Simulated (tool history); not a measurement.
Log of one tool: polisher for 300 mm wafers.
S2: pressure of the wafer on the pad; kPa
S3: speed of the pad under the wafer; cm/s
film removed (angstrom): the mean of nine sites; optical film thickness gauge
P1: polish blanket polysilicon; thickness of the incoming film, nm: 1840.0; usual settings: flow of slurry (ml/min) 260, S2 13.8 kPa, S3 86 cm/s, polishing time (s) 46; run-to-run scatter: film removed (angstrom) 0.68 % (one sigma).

{"run": 1, "hour": 8.4, "flow of slurry (ml/min)": 260, "S2": 13.8, "S3": 86, "polishing time (s)": 46, "film removed (angstrom)": 2274.9}
{"run": 2, "hour": 12.5, "flow of slurry (ml/min)": 260, "S2": 13.8, "S3": 86, "polishing time (s)": 46, "film removed (angstrom)": 2275.0}
{"run": 3, "hour": 19.3, "flow of slurry (ml/min)": 260, "S2": 13.8, "S3": 38, "polishing time (s)": 46, "film removed (angstrom)": 991.13}
{"run": 4, "hour": 23.0, "flow of slurry (ml/min)": 155, "S2": 13.8, "S3": 86, "polishing time (s)": 46, "film removed (angstrom)": 2080.2}
{"run": 5, "hour": 29.5, "flow of slurry (ml/min)": 155, "S2": 13.8, "S3": 86, "polishing time (s)": 56, "film removed (angstrom)": 2577.3}
{"run": 6, "hour": 35.1, "flow of slurry (ml/min)": 260, "S2": 13.8, "S3": 86, "polishing time (s)": 46, "film removed (angstrom)": 2241.4}
{"run": 7, "hour": 43.0, "flow of slurry (ml/min)": 260, "S2": 7.6, "S3": 86, "polishing time (s)": 46, "film removed (angstrom)": 1243.4}
{"run": 8, "hour": 50.9, "flow of slurry (ml/min)": 260, "S2": 13.8, "S3": 86, "polishing time (s)": 46, "film removed (angstrom)": 2265.7}
{"run": 9, "hour": 57.4, "flow of slurry (ml/min)": 260, "S2": 13.8, "S3": 86, "polishing time (s)": 46, "film removed (angstrom)": 2252.0}
{"run": 10, "hour": 64.4, "flow of slurry (ml/min)": 260, "S2": 13.8, "S3": 124, "polishing time (s)": 46, "film removed (angstrom)": 3226.0}
{"hour": 70.7, "done": "head pressure recalibrated"}
{"run": 11, "hour": 71.5, "flow of slurry (ml/min)": 260, "S2": 21.4, "S3": 86, "polishing time (s)": 46, "film removed (angstrom)": 3500.9}
{"run": 12, "hour": 76.0, "flow of slurry (ml/min)": 260, "S2": 13.8, "S3": 86, "polishing time (s)": 73, "film removed (angstrom)": 3557.1}
{"run": 13, "hour": 83.5, "flow of slurry (ml/min)": 260, "S2": 13.8, "S3": 86, "polishing time (s)": 46, "film removed (angstrom)": 2247.6}
{"run": 14, "hour": 87.4, "flow of slurry (ml/min)": 260, "S2": 13.8, "S3": 86, "polishing time (s)": 23, "film removed (angstrom)": 1127.0}
{"run": 15, "hour": 92.4, "flow of slurry (ml/min)": 260, "S2": 13.8, "S3": 86, "polishing time (s)": 46, "film removed (angstrom)": 2288.5}
{"run": 16, "hour": 99.3, "flow of slurry (ml/min)": 370, "S2": 13.8, "S3": 86, "polishing time (s)": 46, "film removed (angstrom)": 2320.8}
{"run": 17, "hour": 106.1, "flow of slurry (ml/min)": 260, "S2": 13.8, "S3": 86, "polishing time (s)": 46, "film removed (angstrom)": 2253.7}
{"run": 18, "hour": 113.9, "flow of slurry (ml/min)": 260, "S2": 13.8, "S3": 86, "polishing time (s)": 46, "film removed (angstrom)": 2193.8}
{"run": 19, "hour": 120.8, "flow of slurry (ml/min)": 260, "S2": 13.8, "S3": 86, "polishing time (s)": 46, "film removed (angstrom)": 2157.3}

Forecast run 20:
{"run": 20, "hour": 127.1, "flow of slurry (ml/min)": 260, "S2": 13.8, "S3": 86, "polishing time (s)": 46, "film removed (angstrom)": "?"}

film removed (angstrom): 2133.70
